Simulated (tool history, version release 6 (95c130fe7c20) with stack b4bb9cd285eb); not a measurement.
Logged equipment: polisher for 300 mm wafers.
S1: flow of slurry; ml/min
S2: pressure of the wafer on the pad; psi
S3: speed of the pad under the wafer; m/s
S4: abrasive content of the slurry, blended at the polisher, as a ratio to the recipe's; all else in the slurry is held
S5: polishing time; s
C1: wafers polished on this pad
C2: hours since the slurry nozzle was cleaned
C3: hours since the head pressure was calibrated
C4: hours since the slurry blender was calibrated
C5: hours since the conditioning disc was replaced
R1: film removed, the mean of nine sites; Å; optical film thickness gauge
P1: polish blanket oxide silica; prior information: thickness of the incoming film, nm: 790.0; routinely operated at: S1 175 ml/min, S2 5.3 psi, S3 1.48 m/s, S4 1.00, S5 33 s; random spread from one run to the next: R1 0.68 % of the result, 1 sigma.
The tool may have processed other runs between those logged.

run   hour   S1   S2    S3    S4  S5    C1     C2     C3     C4     C5      R1
  1    6.7  175  5.3  1.48  1.00  33   846  108.3  221.4   42.7  279.2  1912.4
  2   14.6  175  5.3  1.48  1.00  33   982  116.2  229.3   50.6  287.1  1916.9
  3   20.0  105  5.3  1.48  1.00  33  1075  121.6  234.7   56.0  292.5  1716.7
  4   25.2  175  5.3  1.48  1.45  33  1165  126.8  239.9   61.2  297.7  2203.6
  5   33.6  175  5.3  1.48  1.00  33  1310  135.2  248.3   69.6  306.1  1894.7
  6   40.3  175  5.3  1.48  1.00  45  1426  141.9  255.0   76.3  312.8  2626.7
  7   44.6  175  5.3  1.48  1.00  20  1500  146.2  259.3   80.6  317.1  1146.5
  8   50.2  175  5.3  1.48  1.00  33  1597  151.8  264.9   86.2  322.7  1896.9
  9   54.8  175  5.3  2.28  1.00  33  1676  156.4  269.5   90.8  327.3  2669.6
 10   61.5  175  8.5  1.48  1.00  33  1792  163.1  276.2   97.5  334.0  3064.8
 11   68.1  175  5.3  1.48  0.60  33  1906  169.7  282.8  104.1  340.6  1451.6
 12   75.8  175  5.3  0.92  1.00  33  2039  177.4  290.5  111.8  348.3  1287.3
 13   82.7  175  3.6  1.48  1.35  33  2158  184.3  297.4  118.7  355.2  1459.8
 14   91.3  175  5.3  1.48  1.00  33  2306  192.9  306.0  127.3  363.8  1911.9
 15   95.2  175  2.4  1.48  1.00  33  2374  196.8  309.9  131.2  367.7   868.5
 16   99.8  175  5.3  1.48  1.00  33  2453  201.4  314.5  135.8  372.3  1901.1
 17  107.3  260  5.3  1.48  1.00  33  2583  208.9  322.0  143.3  379.8  2006.0
 18  112.1  175  5.3  1.48  1.00  33  2666  213.7  326.8  148.1  384.6  1896.5

Expected results for the next run?
 19  117.4  175  5.3  1.48  1.00  33  2757  219.0  332.1  153.4  389.9   ?

{"run 19": {"R1": 1795.5}}

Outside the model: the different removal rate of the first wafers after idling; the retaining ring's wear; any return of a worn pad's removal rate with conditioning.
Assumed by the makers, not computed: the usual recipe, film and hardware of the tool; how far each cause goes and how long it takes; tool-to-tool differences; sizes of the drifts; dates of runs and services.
